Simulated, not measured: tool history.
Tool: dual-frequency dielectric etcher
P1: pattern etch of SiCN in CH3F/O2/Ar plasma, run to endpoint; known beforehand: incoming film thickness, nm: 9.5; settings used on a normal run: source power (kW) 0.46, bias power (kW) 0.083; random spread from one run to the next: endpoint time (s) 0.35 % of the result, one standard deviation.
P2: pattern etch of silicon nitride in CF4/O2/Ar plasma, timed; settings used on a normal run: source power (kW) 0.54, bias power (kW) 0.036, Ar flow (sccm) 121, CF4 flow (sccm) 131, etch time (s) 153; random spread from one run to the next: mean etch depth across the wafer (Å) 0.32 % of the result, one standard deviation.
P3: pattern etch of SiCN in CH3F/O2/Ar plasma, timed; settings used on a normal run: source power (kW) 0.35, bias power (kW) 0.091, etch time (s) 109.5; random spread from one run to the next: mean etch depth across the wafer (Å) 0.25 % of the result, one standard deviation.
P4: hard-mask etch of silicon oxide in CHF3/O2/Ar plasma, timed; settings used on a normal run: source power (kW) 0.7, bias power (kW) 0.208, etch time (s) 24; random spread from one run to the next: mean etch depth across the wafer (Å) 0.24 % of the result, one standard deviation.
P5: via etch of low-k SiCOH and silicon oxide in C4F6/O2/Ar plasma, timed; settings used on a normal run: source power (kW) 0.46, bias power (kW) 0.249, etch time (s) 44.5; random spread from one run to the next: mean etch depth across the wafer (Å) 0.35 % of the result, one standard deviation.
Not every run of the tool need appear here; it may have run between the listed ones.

run   hour  process that ran  source power (kW)  bias power (kW)  Ar flow (sccm)  CF4 flow (sccm)  etch time (s)  hours since the last wet clean  hours since the last source power generator calibration  hours since the last bias power generator calibration  endpoint time (s)  mean etch depth across the wafer (Å)
  1    5.6                P1               0.46            0.083                                                                           137.7                                                   2892.3                                                 3011.1             23.102
  2   12.9                P2               0.54            0.026             121              131            153                             145                                                   2899.6                                                 3018.4                                                   2538.9
  3   24.7                P1               0.46              0.1                                                                           156.8                                                   2911.4                                                 3030.2             21.654
  4   32.3                P3               0.35            0.129                                           109.5                           164.4                                                     2919                                                 3037.8                                                   493.33
  5   43.1                P2               0.54            0.036             121              131            153                           175.2                                                   2929.8                                                 3048.6                                                   2837.2
  6   51.2                P2               0.54            0.036             151              131            153                           183.3                                                   2937.9                                                 3056.7                                                   2738.1
  7   58.6                P3               0.46            0.091                                           109.5                           190.7                                                   2945.3                                                 3064.1                                                   475.75
  8   67.2                P1               0.46            0.083                                                                           199.3                                                   2953.9                                                 3072.7             23.214
  9   73.7                P4               0.41            0.208                                              24                           205.8                                                   2960.4                                                 3079.2                                                   434.91
 10   81.7                P5                0.6            0.249                                            44.5                           213.8                                                   2968.4                                                 3087.2                                                   1505.4
 11   87.3                P1               0.46            0.083                                                                           219.4                                                     2974                                                 3092.8             23.123
 12   93.7                P1               0.46            0.065                                                                           225.8                                                   2980.4                                                 3099.2             25.097
 13  101.4                P5               0.46            0.163                                            44.5                           233.5                                                   2988.1                                                 3106.9                                                   1193.8
 14  107.4                P1               0.35            0.083                                                                           239.5                                                   2994.1                                                 3112.9              25.55
 15  118.1                P2               0.77            0.036             121              131            153                           250.2                                                   3004.8                                                 3123.6                                                   3872.4
 16  123.5                P5               0.46            0.249                                              59                           255.6                                                   3010.2                                                   3129                                                   1815.1
 17  133.6                P1               0.35            0.106                                                                           265.7                                                   3020.3                                                 3139.1             23.332
 18  139.8                P3               0.35            0.091                                           109.5                           271.9                                                   3026.5                                                 3145.3                                                   431.42
 19  148.8                P1               0.46            0.083                                                                           280.9                                                   3035.5                                                 3154.3             23.047
 20  155.2                P2               0.54            0.036             121              131             84                           287.3                                                   3041.9                                                 3160.7                                                   1561.4
 21  162.1                P1               0.56            0.098                                                                           294.2                                                   3048.8                                                 3167.6             20.204
     171.3  -- wet clean of the chamber
 22  173.5                P2               0.54            0.036             121              182            153                             2.3                                                   3060.2                                                   3179                                                   2954.4
 23  179.5                P1               0.55            0.083                                                                             8.3                                                   3066.2                                                   3185             21.799
 24  190.4                P4                0.7            0.208                                              24                            19.2                                                   3077.1                                                 3195.9                                                   532.37
 25  195.6                P3               0.35            0.091                                            62.5                            24.4                                                   3082.3                                                 3201.1                                                   246.69
 26    201                P5               0.46            0.249                                            44.5                            29.8                                                   3087.7                                                 3206.5                                                   1366.8
 27  209.6                P4                0.7            0.208                                              13                            38.4                                                   3096.3                                                 3215.1                                                    288.8
 28  218.3                P3               0.35            0.091                                           109.5                            47.1                                                     3105                                                 3223.8                                                   432.31
 29  225.9                P1               0.37            0.068                                                                            54.7                                                   3112.6                                                 3231.4             26.944
 30  237.2                P4                0.7            0.128                                              24                              66                                                   3123.9                                                 3242.7                                                   455.97
 31  242.7                P1               0.46            0.083                                                                            71.5                                                   3129.4                                                 3248.2             23.277
 32  249.9                P1               0.46            0.083                                                                            78.7                                                   3136.6                                                 3255.4             23.053
 33  258.9                P1               0.46            0.083                                                                            87.7                                                   3145.6                                                 3264.4             23.012

The next listed run, before its measurement:
 34  266.4                P1               0.46            0.083                                                                            95.2                                                   3153.1                                                 3271.9                  ?

endpoint time (s): 23.075
